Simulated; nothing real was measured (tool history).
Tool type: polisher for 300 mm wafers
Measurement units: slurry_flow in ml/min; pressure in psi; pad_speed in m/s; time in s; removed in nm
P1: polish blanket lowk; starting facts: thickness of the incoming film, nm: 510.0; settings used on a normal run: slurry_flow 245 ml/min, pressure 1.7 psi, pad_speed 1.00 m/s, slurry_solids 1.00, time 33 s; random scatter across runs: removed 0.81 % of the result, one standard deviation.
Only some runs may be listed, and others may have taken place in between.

{"run": 1, "hour": 15.7, "slurry_flow": 245, "pressure": 1.7, "pad_speed": 1.0, "slurry_solids": 1.0, "time": 33, "removed": 10.769}
{"run": 2, "hour": 29.3, "slurry_flow": 245, "pressure": 1.7, "pad_speed": 1.0, "slurry_solids": 1.35, "time": 17, "removed": 6.1907}
{"run": 3, "hour": 41.7, "slurry_flow": 245, "pressure": 2.4, "pad_speed": 1.0, "slurry_solids": 1.0, "time": 33, "removed": 14.899}
{"run": 4, "hour": 58.7, "slurry_flow": 245, "pressure": 1.7, "pad_speed": 1.0, "slurry_solids": 1.0, "time": 33, "removed": 10.525}
{"run": 5, "hour": 73.3, "slurry_flow": 245, "pressure": 1.7, "pad_speed": 1.0, "slurry_solids": 0.5, "time": 33, "removed": 7.193}
{"hour": 84.2, "done": "conditioning disc replaced and pad reconditioned"}
{"run": 6, "hour": 87.6, "slurry_flow": 245, "pressure": 1.7, "pad_speed": 1.0, "slurry_solids": 1.0, "time": 33, "removed": 10.413}
{"run": 7, "hour": 105.0, "slurry_flow": 245, "pressure": 1.7, "pad_speed": 1.0, "slurry_solids": 1.0, "time": 33, "removed": 10.52}
{"hour": 109.6, "done": "head pressure recalibrated"}
{"run": 8, "hour": 121.4, "slurry_flow": 245, "pressure": 0.8, "pad_speed": 1.0, "slurry_solids": 1.0, "time": 33, "removed": 4.9773}
{"run": 9, "hour": 134.0, "slurry_flow": 165, "pressure": 1.7, "pad_speed": 1.0, "slurry_solids": 1.0, "time": 33, "removed": 9.994}
{"run": 10, "hour": 150.6, "slurry_flow": 245, "pressure": 1.7, "pad_speed": 1.4, "slurry_solids": 1.0, "time": 33, "removed": 13.9}
{"run": 11, "hour": 164.4, "slurry_flow": 245, "pressure": 0.8, "pad_speed": 1.0, "slurry_solids": 1.0, "time": 42, "removed": 6.2651}
{"run": 12, "hour": 173.0, "slurry_flow": 245, "pressure": 1.7, "pad_speed": 1.0, "slurry_solids": 1.25, "time": 33, "removed": 11.654}
{"run": 13, "hour": 180.7, "slurry_flow": 245, "pressure": 1.7, "pad_speed": 1.0, "slurry_solids": 1.0, "time": 52, "removed": 16.591}
{"run": 14, "hour": 189.7, "slurry_flow": 245, "pressure": 1.7, "pad_speed": 1.0, "slurry_solids": 1.0, "time": 33, "removed": 10.475}
{"run": 15, "hour": 205.0, "slurry_flow": 330, "pressure": 1.7, "pad_speed": 1.0, "slurry_solids": 1.0, "time": 33, "removed": 10.895}
{"run": 16, "hour": 216.3, "slurry_flow": 245, "pressure": 1.7, "pad_speed": 0.62, "slurry_solids": 1.0, "time": 33, "removed": 7.1904}
{"run": 17, "hour": 233.7, "slurry_flow": 245, "pressure": 1.7, "pad_speed": 1.0, "slurry_solids": 1.0, "time": 15, "removed": 4.8053}
{"run": 18, "hour": 247.0, "slurry_flow": 245, "pressure": 1.7, "pad_speed": 1.0, "slurry_solids": 1.0, "time": 33, "removed": 10.476}
{"run": 19, "hour": 263.1, "slurry_flow": 245, "pressure": 1.7, "pad_speed": 1.0, "slurry_solids": 1.0, "time": 33, "removed": 10.016}
{"run": 20, "hour": 273.6, "slurry_flow": 245, "pressure": 1.7, "pad_speed": 1.0, "slurry_solids": 1.0, "time": 33, "removed": 9.6723}
{"run": 21, "hour": 286.6, "slurry_flow": 245, "pressure": 1.7, "pad_speed": 1.0, "slurry_solids": 1.0, "time": 33, "removed": 9.6343}
{"run": 22, "hour": 296.5, "slurry_flow": 245, "pressure": 1.7, "pad_speed": 1.0, "slurry_solids": 1.0, "time": 33, "removed": 9.4874}
{"hour": 308.7, "done": "slurry nozzle cleaned"}
{"hour": 309.8, "done": "head pressure recalibrated"}
{"run": 23, "hour": 314.2, "slurry_flow": 245, "pressure": 1.7, "pad_speed": 1.0, "slurry_solids": 1.0, "time": 33, "removed": 9.6401}
{"hour": 327.3, "done": "conditioning disc replaced and pad reconditioned"}
{"run": 24, "hour": 331.1, "slurry_flow": 245, "pressure": 1.7, "pad_speed": 1.0, "slurry_solids": 1.0, "time": 33, "removed": 9.5035}
{"run": 25, "hour": 342.8, "slurry_flow": 245, "pressure": 1.7, "pad_speed": 1.0, "slurry_solids": 1.0, "time": 33, "removed": 9.2993}
{"run": 26, "hour": 359.6, "slurry_flow": 245, "pressure": 1.7, "pad_speed": 1.0, "slurry_solids": 1.0, "time": 33, "removed": 9.3588}
{"run": 27, "hour": 369.5, "slurry_flow": 245, "pressure": 1.7, "pad_speed": 1.0, "slurry_solids": 1.0, "time": 33, "removed": 9.2551}

Compared with where it was, what P1 gives has crept away. Each cause listed below fits the log as well as the rest, at the size given for it:
A: removal rate lost through wear of the pad, % = 11.5
B: abrasive missing from the slurry, % = 22.2
The process output started creeping at around hour 247.0.
The rest of the possible causes, and what rules out each one:
slurry flow missing at the pad, %: was serviced at hour 308.7, once the creep was under way, yet the earlier output never came back
head's pressure below its setpoint, %: was serviced at hour 309.8, once the creep was under way, yet the earlier output never came back
time polished since the conditioner stopped cutting, s: was serviced at hour 327.3, once the creep was under way, yet the earlier output never came back

The list below offers 4 check runs, each averaging the results of 5 wafers, and shows each result as a question mark. For which of them would the listed causes give clearly different results?
{"run": "check 1", "hour": 379.4, "slurry_flow": 245, "pressure": 1.7, "pad_speed": 1.0, "slurry_solids": 1.0, "time": 15, "removed": "?"}
{"run": "check 2", "hour": 379.4, "slurry_flow": 245, "pressure": 0.8, "pad_speed": 1.0, "slurry_solids": 1.0, "time": 26, "removed": "?"}
{"run": "check 3", "hour": 379.4, "slurry_flow": 315, "pressure": 1.7, "pad_speed": 1.0, "slurry_solids": 0.65, "time": 33, "removed": "?"}
{"run": "check 4", "hour": 379.4, "slurry_flow": 165, "pressure": 1.7, "pad_speed": 1.0, "slurry_solids": 1.0, "time": 47, "removed": "?"}

How each check would come out, cause by cause:
check=check_1 result=removed if_A=4.2526 if_B=4.2535
check=check_2 result=removed if_A=3.4688 if_B=3.4696
check=check_3 result=removed if_A=7.7002 if_B=7.4987
check=check_4 result=removed if_A=12.6510 if_B=12.6540
Gap, in per cent, between the two causes that each check separates least, read from the result that separates them most: check 1 0.02 %; check 2 0.02 %; check 3 2.65 %; check 4 0.02 %
Check 3 is the one run that separates the causes; every other check would come out nearly the same whichever cause is at work.

Check 3 has now been run. It gave: removed 7.7606 nm. Which of the candidate causes is it?

The correct cause is A, namely: removal rate lost through wear of the pad, %.
